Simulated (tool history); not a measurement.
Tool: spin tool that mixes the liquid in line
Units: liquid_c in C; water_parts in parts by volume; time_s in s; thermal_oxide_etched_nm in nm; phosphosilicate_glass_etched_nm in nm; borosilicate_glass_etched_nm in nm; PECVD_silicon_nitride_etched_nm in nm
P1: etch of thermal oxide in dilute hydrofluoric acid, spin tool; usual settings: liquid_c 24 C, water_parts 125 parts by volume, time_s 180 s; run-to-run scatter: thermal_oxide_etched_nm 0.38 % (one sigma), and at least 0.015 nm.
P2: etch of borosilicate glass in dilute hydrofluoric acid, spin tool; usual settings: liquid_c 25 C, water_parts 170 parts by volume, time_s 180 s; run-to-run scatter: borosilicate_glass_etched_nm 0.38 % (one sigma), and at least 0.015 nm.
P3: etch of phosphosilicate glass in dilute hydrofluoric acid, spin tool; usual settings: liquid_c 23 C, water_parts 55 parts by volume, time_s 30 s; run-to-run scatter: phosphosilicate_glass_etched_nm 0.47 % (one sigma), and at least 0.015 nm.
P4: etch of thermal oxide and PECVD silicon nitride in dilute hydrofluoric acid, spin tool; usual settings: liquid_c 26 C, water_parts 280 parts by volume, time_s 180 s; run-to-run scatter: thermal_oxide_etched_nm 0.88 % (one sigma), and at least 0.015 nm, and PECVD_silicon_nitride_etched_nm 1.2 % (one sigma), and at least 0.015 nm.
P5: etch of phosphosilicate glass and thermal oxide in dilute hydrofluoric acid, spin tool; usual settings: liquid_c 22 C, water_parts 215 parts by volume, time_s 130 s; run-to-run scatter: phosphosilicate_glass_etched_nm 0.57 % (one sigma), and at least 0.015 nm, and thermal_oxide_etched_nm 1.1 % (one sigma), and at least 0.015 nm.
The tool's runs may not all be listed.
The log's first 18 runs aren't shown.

run,hour,process,liquid_c,water_parts,time_s,hours since the thermometer was replaced,hours since the hydrofluoric acid flow meter was replaced,thermal_oxide_etched_nm,phosphosilicate_glass_etched_nm,borosilicate_glass_etched_nm,PECVD_silicon_nitride_etched_nm
19,233.5,P1,24,125,180,712,1020.3,6.3489,,,
20,241.4,P1,20,75,180,719.9,1028.2,9.5323,,,
21,254.3,P4,18,280,180,732.8,1041.1,2.1145,,,1.0746
22,262.8,P2,25,305,180,741.3,1049.6,,,8.0914,
23,273.9,P1,24,125,180,752.4,1060.7,6.2993,,,
24,289.7,P1,17.5,125,180,768.2,1076.5,4.8834,,,
25,305.3,P3,23,55,30,783.8,1092.1,,56.689,,
26,318.8,P1,24,125,180,797.3,1105.6,6.3128,,,
27,330.9,P5,17,215,130,809.4,1117.7,1.8864,42.78,,
28,340,P1,24,125,90,818.5,1126.8,3.1802,,,
29,347.3,P2,25,170,180,825.8,1134.1,,,16.734,
30,360,P1,24,125,180,838.5,1146.8,6.2936,,,
31,373.2,P5,22,215,130,851.7,1160,2.2871,52.579,,
32,384.3,P5,22,125,130,862.8,1171.1,4.4613,98.888,,
33,396.5,P1,24,125,180,875,1183.3,6.3093,,,
34,407.6,P1,24,125,180,886.1,1194.4,6.516,,,
35,415,P1,24,125,180,893.5,1201.8,6.5623,,,
36,425.3,P1,24,125,180,903.8,1212.1,6.7229,,,
37,440.8,P1,24,125,180,919.3,1227.6,6.7427,,,
38,452.2,P1,24,125,180,930.7,1239,6.7274,,,
39,462.9,P1,24,125,180,941.4,1249.7,6.7751,,,
40,474,P1,24,125,180,952.5,1260.8,6.8619,,,
41,482.1,P1,24,125,180,960.6,1268.9,6.8899,,,
42,494.9,P1,24,125,180,973.4,1281.7,6.8709,,,
43,505.4,P1,24,125,180,983.9,1292.2,6.8662,,,

The next listed run, before its measurement:
44,521.1,P1,24,125,180,999.6,1307.9,?,,,

Run 44 gave thermal_oxide_etched_nm 6.8714 nm.
